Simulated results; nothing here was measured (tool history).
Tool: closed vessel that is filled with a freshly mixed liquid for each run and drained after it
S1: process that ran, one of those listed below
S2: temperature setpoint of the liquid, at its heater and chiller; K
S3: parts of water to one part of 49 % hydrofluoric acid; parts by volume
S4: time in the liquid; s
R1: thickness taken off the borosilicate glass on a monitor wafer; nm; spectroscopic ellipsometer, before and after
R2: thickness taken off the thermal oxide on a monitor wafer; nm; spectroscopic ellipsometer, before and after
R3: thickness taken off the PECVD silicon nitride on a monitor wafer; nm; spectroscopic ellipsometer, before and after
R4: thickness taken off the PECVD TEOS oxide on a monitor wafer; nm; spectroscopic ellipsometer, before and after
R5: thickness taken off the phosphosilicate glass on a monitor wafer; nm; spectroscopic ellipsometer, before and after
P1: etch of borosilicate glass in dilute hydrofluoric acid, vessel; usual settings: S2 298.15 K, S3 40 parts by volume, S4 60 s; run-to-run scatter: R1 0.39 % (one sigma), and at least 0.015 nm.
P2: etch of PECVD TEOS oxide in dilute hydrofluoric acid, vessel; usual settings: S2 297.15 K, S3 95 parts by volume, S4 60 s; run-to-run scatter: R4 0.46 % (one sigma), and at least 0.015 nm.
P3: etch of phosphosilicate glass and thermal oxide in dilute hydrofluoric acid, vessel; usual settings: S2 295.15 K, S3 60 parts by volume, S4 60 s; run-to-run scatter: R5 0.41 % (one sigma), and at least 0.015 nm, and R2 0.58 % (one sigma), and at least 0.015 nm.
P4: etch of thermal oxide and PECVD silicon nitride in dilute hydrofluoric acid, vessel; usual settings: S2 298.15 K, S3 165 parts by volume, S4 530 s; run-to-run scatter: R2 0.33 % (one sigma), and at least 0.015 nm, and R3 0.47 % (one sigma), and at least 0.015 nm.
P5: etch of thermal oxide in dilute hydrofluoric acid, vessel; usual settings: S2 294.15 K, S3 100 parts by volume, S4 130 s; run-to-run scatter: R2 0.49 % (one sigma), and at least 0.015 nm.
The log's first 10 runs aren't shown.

| run | hour | S1 | S2 | S3 | S4 | R1 | R2 | R3 | R4 | R5 |
|---|---|---|---|---|---|---|---|---|---|---|
| 11 | 71.8 | P3 | 299.65 | 60 | 60 |  | 5.4893 |  |  | 180.76 |
| 12 | 78 | P5 | 294.15 | 100 | 130 |  | 5.8136 |  |  |  |
| 13 | 82.4 | P5 | 300.15 | 100 | 130 |  | 7.3837 |  |  |  |
| 14 | 86.8 | P1 | 304.65 | 40 | 60 | 44.123 |  |  |  |  |
| 15 | 91.1 | P4 | 298.15 | 165 | 530 |  | 13.756 | 19.03 |  |  |
| 16 | 96.5 | P1 | 298.15 | 40 | 100 | 57.135 |  |  |  |  |
| 17 | 101 | P1 | 298.15 | 40 | 30 | 17.163 |  |  |  |  |
| 18 | 107.4 | P1 | 298.15 | 40 | 60 | 34.233 |  |  |  |  |
| 19 | 114.9 | P4 | 298.15 | 165 | 530 |  | 13.684 | 18.927 |  |  |
| 20 | 121.8 | P1 | 293.65 | 40 | 60 | 28.422 |  |  |  |  |
| 21 | 130.2 | P1 | 298.15 | 60 | 60 | 22.277 |  |  |  |  |
| 22 | 139.3 | P3 | 295.15 | 60 | 60 |  | 4.5385 |  |  | 150.41 |
| 23 | 144.1 | P2 | 290.15 | 95 | 60 |  |  |  | 13.655 |  |

Run 24 comes next. What will it give?
| 24 | 152.1 | P1 | 298.15 | 40 | 60 | ? |  |  |  |  |

{"run 24": {"R1": 34.379}}
